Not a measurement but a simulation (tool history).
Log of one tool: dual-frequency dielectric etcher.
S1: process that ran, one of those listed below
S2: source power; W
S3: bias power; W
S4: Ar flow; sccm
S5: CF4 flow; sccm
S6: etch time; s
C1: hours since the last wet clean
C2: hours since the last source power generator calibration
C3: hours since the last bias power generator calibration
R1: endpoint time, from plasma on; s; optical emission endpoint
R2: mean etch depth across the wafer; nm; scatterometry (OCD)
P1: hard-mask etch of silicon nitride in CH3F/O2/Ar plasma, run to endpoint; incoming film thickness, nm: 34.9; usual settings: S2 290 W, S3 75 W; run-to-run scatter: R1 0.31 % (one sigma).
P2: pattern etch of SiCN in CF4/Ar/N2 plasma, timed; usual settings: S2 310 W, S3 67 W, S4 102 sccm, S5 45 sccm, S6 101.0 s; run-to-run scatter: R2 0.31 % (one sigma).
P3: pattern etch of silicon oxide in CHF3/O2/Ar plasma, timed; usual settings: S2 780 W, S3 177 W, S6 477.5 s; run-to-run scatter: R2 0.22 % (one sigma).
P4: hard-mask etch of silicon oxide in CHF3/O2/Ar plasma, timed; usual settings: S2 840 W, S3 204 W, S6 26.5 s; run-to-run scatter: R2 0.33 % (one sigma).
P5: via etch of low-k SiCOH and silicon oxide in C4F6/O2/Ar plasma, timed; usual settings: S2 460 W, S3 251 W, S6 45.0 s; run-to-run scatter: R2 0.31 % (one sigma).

run   hour  S1    S2   S3   S4  S5     S6     C1      C2      C3      R1        R2
  1   11.9  P1   290   75                  204.9  1633.6  1670.1  55.224
  2   25.2  P2   310   51  102  45  101.0  218.2  1646.9  1683.4            52.376
  3   33.4  P3   780  124           477.5  226.4  1655.1  1691.6           925.990
  4   40.3  P4   590  204            26.5  233.3  1662.0  1698.5            56.225
  5   49.6  P2   310   67   69  45  101.0  242.6  1671.3  1707.8            61.615
  6   58.4  P3  1100  177           477.5  251.4  1680.1  1716.6          1182.200
  7   72.3  P1   290   75                  265.3  1694.0  1730.5  55.491
  8   85.6  P2   310   67  102  58  101.0  278.6  1707.3  1743.8            59.833
  9   94.3  P1   290   99                  287.3  1716.0  1752.5  49.808
 10  107.9  P2   310   67  102  45   56.5  300.9  1729.6  1766.1            32.240
 11  120.1  P3   780  177           477.5  313.1  1741.8  1778.3          1034.500
 12  127.2  P2   400   67  102  45  101.0  320.2  1748.9  1785.4            72.218
 13  136.8  P3   780  177           269.0  329.8  1758.5  1795.0           584.770
 14  146.3  P1   290   75                  339.3  1768.0  1804.5  55.410
 15  156.6  P4   840  204            35.0  349.6  1778.3  1814.8            85.565
 16  166.2  P5   330  251            45.0  359.2  1787.9  1824.4           119.970
 17  177.5  P1   290   75                  370.5  1799.2  1835.7  54.977
 18  191.5  P1   220   75                  384.5  1813.2  1849.7  60.850
 19  200.5  P1   350   75                  393.5  1822.2  1858.7  51.042
 20  207.5  P1   290   75                  400.5  1829.2  1865.7  55.493
 21  215.3  P1   290   49                  408.3  1837.0  1873.5  63.723
 22  227.7  P3   780  177           477.5  420.7  1849.4  1885.9          1040.500
 23  237.7  P4   840  204            26.5  430.7  1859.4  1895.9            64.768
     244.3  -- source power generator calibrated
 24  250.5  P1   290   75                  443.5     6.3  1908.7  55.305
 25  265.6  P5   460  251            45.0  458.6    21.4  1923.8           135.450
 26  279.8  P2   310   67  102  45  101.0  472.8    35.6  1938.0            57.568
 27  290.6  P5   460  348            45.0  483.6    46.4  1948.8           151.380
 28  304.7  P1   290   75                  497.7    60.5  1962.9  54.966
 29  315.5  P4   840  204            26.5  508.5    71.3  1973.7            64.987
 30  329.6  P4   840  156            26.5  522.6    85.4  1987.8            59.426
 31  340.9  P5   460  251            25.0  533.9    96.7  1999.1            75.336
 32  352.8  P2   310   67  102  45  101.0  545.8   108.6  2011.0            57.908
 33  359.5  P1   340   47                  552.5   115.3  2017.7  60.546
 34  371.2  P1   290   75                  564.2   127.0  2029.4  55.050
 35  381.4  P1   290   75                  574.4   137.2  2039.6  55.224
 36  390.2  P1   290   75                  583.2   146.0  2048.4  55.409
 37  401.6  P1   290   75                  594.6   157.4  2059.8  55.653
 38  415.9  P1   290   75                  608.9   171.7  2074.1  56.130
 39  427.3  P1   290   75                  620.3   183.1  2085.5  56.002
     432.0  -- wet clean of the chamber
 40  440.5  P1   290   75                    8.6   196.3  2098.7  56.102
 41  454.3  P1   290   75                   22.4   210.1  2112.5  56.022
 42  466.7  P1   290   75                   34.8   222.5  2124.9  56.114
 43  476.0  P1   290   75                   44.1   231.8  2134.2  56.120

What P1 gives has crept away from where it was. These 2 causes fit the log equally well, each at the size given:
A: bias power that arrives under what is set, % = 4.31
B: source power that arrives under what is set, % = 4.06
The creep began at about hour 371.2.
Why every other cause is out:
chamber walls in a state that lowers the etch rate, %: serviced at hour 432.0, which brought nothing back

4 check runs are offered, each on 2 wafers whose results are averaged, their results left as question marks. Which one tells the causes apart?
check 1  485.3  P4  720  204            31.5                   ?
check 2  485.3  P2  310   67  102  54  101.0                   ?
check 3  485.3  P5  370  251            25.0                   ?
check 4  485.3  P3  910  128           477.5                   ?

What each check would give under each cause:
  check  result     if A     if B
check 1      R2   71.361   71.300
check 2      R2   58.494   57.333
check 3      R2   68.345   68.283
check 4      R2  981.380  978.300
How far apart the two closest causes lie, in the result that separates them most: check 1 0.09 %; check 2 2.01 %; check 3 0.09 %; check 4 0.31 %
Only check 2 tells the causes apart: in the others they would give nearly the same result.

Check 2 was then run and gave: R2 57.319 nm. Which cause is it?

It is B: source power that arrives under what is set, %.
